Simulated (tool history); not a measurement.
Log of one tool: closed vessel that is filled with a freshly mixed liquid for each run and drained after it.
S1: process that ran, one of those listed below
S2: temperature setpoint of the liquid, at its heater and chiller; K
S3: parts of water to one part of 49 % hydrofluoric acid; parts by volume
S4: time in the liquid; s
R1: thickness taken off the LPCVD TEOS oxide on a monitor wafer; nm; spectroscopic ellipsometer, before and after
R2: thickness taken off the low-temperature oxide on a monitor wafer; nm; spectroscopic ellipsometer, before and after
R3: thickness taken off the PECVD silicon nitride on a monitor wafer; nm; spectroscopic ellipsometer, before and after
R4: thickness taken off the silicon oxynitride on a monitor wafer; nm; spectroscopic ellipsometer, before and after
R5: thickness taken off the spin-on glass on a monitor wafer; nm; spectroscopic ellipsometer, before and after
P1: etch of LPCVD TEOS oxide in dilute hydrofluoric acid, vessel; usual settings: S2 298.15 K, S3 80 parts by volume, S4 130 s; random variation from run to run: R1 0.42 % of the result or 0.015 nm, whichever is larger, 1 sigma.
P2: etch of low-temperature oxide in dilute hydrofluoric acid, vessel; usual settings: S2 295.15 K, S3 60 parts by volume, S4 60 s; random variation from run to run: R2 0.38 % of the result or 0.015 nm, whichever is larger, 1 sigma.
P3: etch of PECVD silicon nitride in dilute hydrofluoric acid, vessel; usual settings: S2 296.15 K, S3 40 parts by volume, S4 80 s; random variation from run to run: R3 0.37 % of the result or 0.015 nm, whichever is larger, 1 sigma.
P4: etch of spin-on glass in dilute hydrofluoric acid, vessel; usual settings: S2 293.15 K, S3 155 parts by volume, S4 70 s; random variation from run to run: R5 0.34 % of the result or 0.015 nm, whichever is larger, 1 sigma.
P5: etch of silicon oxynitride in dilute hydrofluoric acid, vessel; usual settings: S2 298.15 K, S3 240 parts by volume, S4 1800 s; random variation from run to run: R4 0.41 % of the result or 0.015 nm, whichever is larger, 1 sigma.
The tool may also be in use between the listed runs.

{"run": 1, "hour": 5.7, "S1": "P1", "S2": 298.15, "S3": 80, "S4": 130, "R1": 46.811}
{"run": 2, "hour": 9.8, "S1": "P2", "S2": 290.15, "S3": 60, "S4": 60, "R2": 28.289}
{"run": 3, "hour": 16.5, "S1": "P1", "S2": 290.65, "S3": 80, "S4": 30, "R1": 7.9028}
{"run": 4, "hour": 21.2, "S1": "P2", "S2": 295.15, "S3": 20, "S4": 60, "R2": 110.49}
{"run": 5, "hour": 27.5, "S1": "P1", "S2": 298.15, "S3": 80, "S4": 205, "R1": 74.337}
{"run": 6, "hour": 31.4, "S1": "P2", "S2": 295.15, "S3": 60, "S4": 30, "R2": 17.44}
{"run": 7, "hour": 35.6, "S1": "P1", "S2": 298.15, "S3": 80, "S4": 65, "R1": 23.674}
{"run": 8, "hour": 42.4, "S1": "P1", "S2": 298.15, "S3": 80, "S4": 130, "R1": 46.593}
{"run": 9, "hour": 46.0, "S1": "P3", "S2": 290.15, "S3": 40, "S4": 80, "R3": 3.5794}
{"run": 10, "hour": 49.9, "S1": "P1", "S2": 298.15, "S3": 80, "S4": 130, "R1": 47.203}
{"run": 11, "hour": 55.2, "S1": "P1", "S2": 298.15, "S3": 80, "S4": 130, "R1": 46.664}
{"run": 12, "hour": 58.6, "S1": "P1", "S2": 304.15, "S3": 80, "S4": 130, "R1": 59.213}
{"run": 13, "hour": 63.7, "S1": "P5", "S2": 298.15, "S3": 110, "S4": 1800, "R4": 30.544}
{"run": 14, "hour": 68.7, "S1": "P3", "S2": 296.15, "S3": 40, "S4": 80, "R3": 5.4761}
{"run": 15, "hour": 74.9, "S1": "P1", "S2": 298.15, "S3": 80, "S4": 130, "R1": 46.399}
{"run": 16, "hour": 77.9, "S1": "P3", "S2": 296.15, "S3": 65, "S4": 80, "R3": 3.3787}
{"run": 17, "hour": 83.2, "S1": "P1", "S2": 304.65, "S3": 80, "S4": 30, "R1": 13.908}
{"run": 18, "hour": 89.4, "S1": "P4", "S2": 300.65, "S3": 155, "S4": 70, "R5": 19.824}
{"run": 19, "hour": 92.5, "S1": "P5", "S2": 290.15, "S3": 240, "S4": 1800, "R4": 8.7961}
{"run": 20, "hour": 95.7, "S1": "P1", "S2": 298.15, "S3": 45, "S4": 130, "R1": 87.836}
{"run": 21, "hour": 100.2, "S1": "P1", "S2": 290.65, "S3": 80, "S4": 130, "R1": 34.399}
{"run": 22, "hour": 104.1, "S1": "P3", "S2": 296.15, "S3": 40, "S4": 120, "R3": 8.1834}

Forecast run 23:
{"run": 23, "hour": 109.1, "S1": "P5", "S2": 298.15, "S3": 240, "S4": 1800, "R4": "?"}

R4: 12.6320 nm
